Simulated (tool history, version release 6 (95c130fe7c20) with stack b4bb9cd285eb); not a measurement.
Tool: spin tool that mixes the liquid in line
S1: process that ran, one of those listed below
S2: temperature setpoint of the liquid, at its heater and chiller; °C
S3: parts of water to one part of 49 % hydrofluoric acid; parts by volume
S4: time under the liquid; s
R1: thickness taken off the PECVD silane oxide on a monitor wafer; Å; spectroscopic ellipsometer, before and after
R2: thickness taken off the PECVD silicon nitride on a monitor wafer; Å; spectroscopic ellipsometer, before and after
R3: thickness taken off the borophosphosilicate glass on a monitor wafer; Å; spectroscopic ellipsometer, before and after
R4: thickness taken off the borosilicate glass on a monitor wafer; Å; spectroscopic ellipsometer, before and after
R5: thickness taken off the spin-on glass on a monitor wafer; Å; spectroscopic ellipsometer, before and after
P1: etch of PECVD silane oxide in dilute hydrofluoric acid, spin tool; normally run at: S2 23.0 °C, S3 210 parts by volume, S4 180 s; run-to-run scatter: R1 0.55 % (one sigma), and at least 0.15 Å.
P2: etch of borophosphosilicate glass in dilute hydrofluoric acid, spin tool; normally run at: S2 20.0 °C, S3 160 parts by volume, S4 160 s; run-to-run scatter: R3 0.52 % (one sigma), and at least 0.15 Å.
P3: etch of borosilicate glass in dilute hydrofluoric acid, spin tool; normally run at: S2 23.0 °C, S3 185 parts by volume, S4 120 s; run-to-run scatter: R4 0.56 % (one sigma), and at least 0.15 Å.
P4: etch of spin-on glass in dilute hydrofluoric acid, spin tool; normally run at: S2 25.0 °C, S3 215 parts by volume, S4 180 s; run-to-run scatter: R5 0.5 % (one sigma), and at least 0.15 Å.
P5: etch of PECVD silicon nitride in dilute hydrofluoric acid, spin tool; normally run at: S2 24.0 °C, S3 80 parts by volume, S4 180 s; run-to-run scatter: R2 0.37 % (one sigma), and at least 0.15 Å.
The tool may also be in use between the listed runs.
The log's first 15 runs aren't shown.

{"run": 16, "hour": 93.8, "S1": "P1", "S2": 23.0, "S3": 210, "S4": 180, "R1": 352.11}
{"run": 17, "hour": 101.7, "S1": "P1", "S2": 23.0, "S3": 35, "S4": 180, "R1": 2603.3}
{"run": 18, "hour": 107.9, "S1": "P3", "S2": 23.0, "S3": 185, "S4": 120, "R4": 99.412}
{"run": 19, "hour": 112.6, "S1": "P1", "S2": 23.0, "S3": 210, "S4": 180, "R1": 355.7}
{"run": 20, "hour": 116.8, "S1": "P1", "S2": 23.0, "S3": 210, "S4": 25, "R1": 48.641}
{"run": 21, "hour": 123.2, "S1": "P2", "S2": 20.0, "S3": 60, "S4": 160, "R3": 1322.2}
{"run": 22, "hour": 128.9, "S1": "P4", "S2": 25.0, "S3": 215, "S4": 180, "R5": 205.28}
{"run": 23, "hour": 136.5, "S1": "P1", "S2": 23.0, "S3": 210, "S4": 330, "R1": 645.16}
{"run": 24, "hour": 143.7, "S1": "P4", "S2": 31.0, "S3": 215, "S4": 180, "R5": 255.19}
{"run": 25, "hour": 148.2, "S1": "P5", "S2": 29.0, "S3": 80, "S4": 180, "R2": 116.36}
{"run": 26, "hour": 153.7, "S1": "P4", "S2": 25.0, "S3": 215, "S4": 345, "R5": 395.98}
{"run": 27, "hour": 161.9, "S1": "P5", "S2": 24.0, "S3": 110, "S4": 180, "R2": 61.437}
{"run": 28, "hour": 168.2, "S1": "P2", "S2": 20.0, "S3": 160, "S4": 250, "R3": 694.23}
{"run": 29, "hour": 175.1, "S1": "P3", "S2": 23.0, "S3": 270, "S4": 120, "R4": 61.449}
{"run": 30, "hour": 179.6, "S1": "P1", "S2": 23.0, "S3": 210, "S4": 180, "R1": 351.23}
{"run": 31, "hour": 183.4, "S1": "P1", "S2": 23.0, "S3": 210, "S4": 180, "R1": 359.07}
{"run": 32, "hour": 188.2, "S1": "P1", "S2": 23.0, "S3": 210, "S4": 180, "R1": 363.36}
{"run": 33, "hour": 194.4, "S1": "P1", "S2": 23.0, "S3": 210, "S4": 180, "R1": 371.3}
{"run": 34, "hour": 202.4, "S1": "P1", "S2": 23.0, "S3": 210, "S4": 180, "R1": 376.06}
{"run": 35, "hour": 210.2, "S1": "P1", "S2": 23.0, "S3": 210, "S4": 180, "R1": 377.49}

Run 36 comes next. What will it give?
{"run": 36, "hour": 218.1, "S1": "P1", "S2": 23.0, "S3": 210, "S4": 180, "R1": "?"}

{"run 36": {"R1": 384.3}}
